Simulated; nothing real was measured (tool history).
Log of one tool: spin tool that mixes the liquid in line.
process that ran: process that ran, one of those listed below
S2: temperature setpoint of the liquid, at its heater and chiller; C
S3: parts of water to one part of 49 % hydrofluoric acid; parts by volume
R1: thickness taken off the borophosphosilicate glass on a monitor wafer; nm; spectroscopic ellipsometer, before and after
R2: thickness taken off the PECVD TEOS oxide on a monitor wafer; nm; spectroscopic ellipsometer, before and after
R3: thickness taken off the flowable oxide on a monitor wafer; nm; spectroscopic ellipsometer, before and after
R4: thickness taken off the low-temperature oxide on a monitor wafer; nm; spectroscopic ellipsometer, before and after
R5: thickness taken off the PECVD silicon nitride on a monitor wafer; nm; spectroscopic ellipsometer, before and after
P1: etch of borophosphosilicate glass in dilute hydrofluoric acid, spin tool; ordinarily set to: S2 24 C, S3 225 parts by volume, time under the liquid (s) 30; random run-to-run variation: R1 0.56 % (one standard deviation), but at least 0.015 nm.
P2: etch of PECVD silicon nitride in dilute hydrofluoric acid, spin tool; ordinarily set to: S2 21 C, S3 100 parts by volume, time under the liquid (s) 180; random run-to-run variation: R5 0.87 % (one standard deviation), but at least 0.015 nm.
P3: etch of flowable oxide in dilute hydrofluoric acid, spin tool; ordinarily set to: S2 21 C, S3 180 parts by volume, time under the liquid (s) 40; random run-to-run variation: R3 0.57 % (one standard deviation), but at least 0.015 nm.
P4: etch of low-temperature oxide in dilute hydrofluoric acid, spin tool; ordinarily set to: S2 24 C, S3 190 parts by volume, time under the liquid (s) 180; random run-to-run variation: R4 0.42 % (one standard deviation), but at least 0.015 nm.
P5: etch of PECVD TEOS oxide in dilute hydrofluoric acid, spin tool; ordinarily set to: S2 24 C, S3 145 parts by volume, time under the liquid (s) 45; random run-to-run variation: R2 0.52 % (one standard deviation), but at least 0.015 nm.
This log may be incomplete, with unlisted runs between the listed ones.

Run 1, hour 15: process that ran P1, S2 24 C, S3 225 parts by volume, time under the liquid (s) 30. Result: R1 10.31 nm.
Run 2, hour 26.5: process that ran P1, S2 18.5 C, S3 225 parts by volume, time under the liquid (s) 30. Result: R1 8.3723 nm.
Run 3, hour 40.9: process that ran P1, S2 28.5 C, S3 225 parts by volume, time under the liquid (s) 60. Result: R1 23.795 nm.
Run 4, hour 49.1: process that ran P5, S2 24 C, S3 145 parts by volume, time under the liquid (s) 45. Result: R2 5.9879 nm.
Run 5, hour 58.5: process that ran P3, S2 29 C, S3 180 parts by volume, time under the liquid (s) 40. Result: R3 8.3273 nm.
Run 6, hour 67.1: process that ran P4, S2 24 C, S3 190 parts by volume, time under the liquid (s) 180. Result: R4 9.2718 nm.
Run 7, hour 79.8: process that ran P1, S2 24 C, S3 50 parts by volume, time under the liquid (s) 30. Result: R1 56.626 nm.
Run 8, hour 89.5: process that ran P2, S2 21 C, S3 100 parts by volume, time under the liquid (s) 180. Result: R5 2.5394 nm.
Run 9, hour 98.9: process that ran P2, S2 17 C, S3 100 parts by volume, time under the liquid (s) 180. Result: R5 1.9019 nm.
Run 10, hour 107.9: process that ran P4, S2 24 C, S3 190 parts by volume, time under the liquid (s) 180. Result: R4 9.3194 nm.
Run 11, hour 125.8: process that ran P2, S2 21 C, S3 40 parts by volume, time under the liquid (s) 180. Result: R5 6.1639 nm.
Run 12, hour 141.6: process that ran P1, S2 24 C, S3 225 parts by volume, time under the liquid (s) 30. Result: R1 10.365 nm.
Run 13, hour 150: process that ran P3, S2 21 C, S3 95 parts by volume, time under the liquid (s) 40. Result: R3 12.831 nm.
Run 14, hour 166.6: process that ran P3, S2 21 C, S3 180 parts by volume, time under the liquid (s) 65. Result: R3 10.007 nm.
Run 15, hour 178.3: process that ran P4, S2 24 C, S3 190 parts by volume, time under the liquid (s) 35. Result: R4 1.8273 nm.
Run 16, hour 192.2: process that ran P5, S2 24 C, S3 145 parts by volume, time under the liquid (s) 45. Result: R2 5.9907 nm.
Run 17, hour 209.9: process that ran P1, S2 24 C, S3 225 parts by volume, time under the liquid (s) 30. Result: R1 10.276 nm.
Run 18, hour 224.8: process that ran P5, S2 24 C, S3 200 parts by volume, time under the liquid (s) 45. Result: R2 4.0601 nm.
Run 19, hour 235.9: process that ran P4, S2 29 C, S3 190 parts by volume, time under the liquid (s) 180. Result: R4 11.03 nm.
Run 20, hour 245: process that ran P4, S2 24 C, S3 85 parts by volume, time under the liquid (s) 180. Result: R4 23.52 nm.
Run 21, hour 253.5: process that ran P1, S2 24 C, S3 225 parts by volume, time under the liquid (s) 15. Result: R1 5.0627 nm.
Run 22, hour 264.7: process that ran P2, S2 21 C, S3 100 parts by volume, time under the liquid (s) 335. Result: R5 4.69 nm.
Run 23, hour 280: process that ran P1, S2 24 C, S3 225 parts by volume, time under the liquid (s) 30. Result: R1 10.306 nm.
Run 24, hour 289: process that ran P3, S2 21 C, S3 180 parts by volume, time under the liquid (s) 40. Result: R3 6.2018 nm.
Run 25, hour 299: process that ran P1, S2 24 C, S3 225 parts by volume, time under the liquid (s) 30. Result: R1 10.307 nm.

Forecast run 26:
At hour 307.9: hydrofluoric acid flow meter replaced.
Run 26, hour 309: process that ran P5, S2 24 C, S3 145 parts by volume, time under the liquid (s) 15. Result: R2 ?.

R2: 1.9848 nm
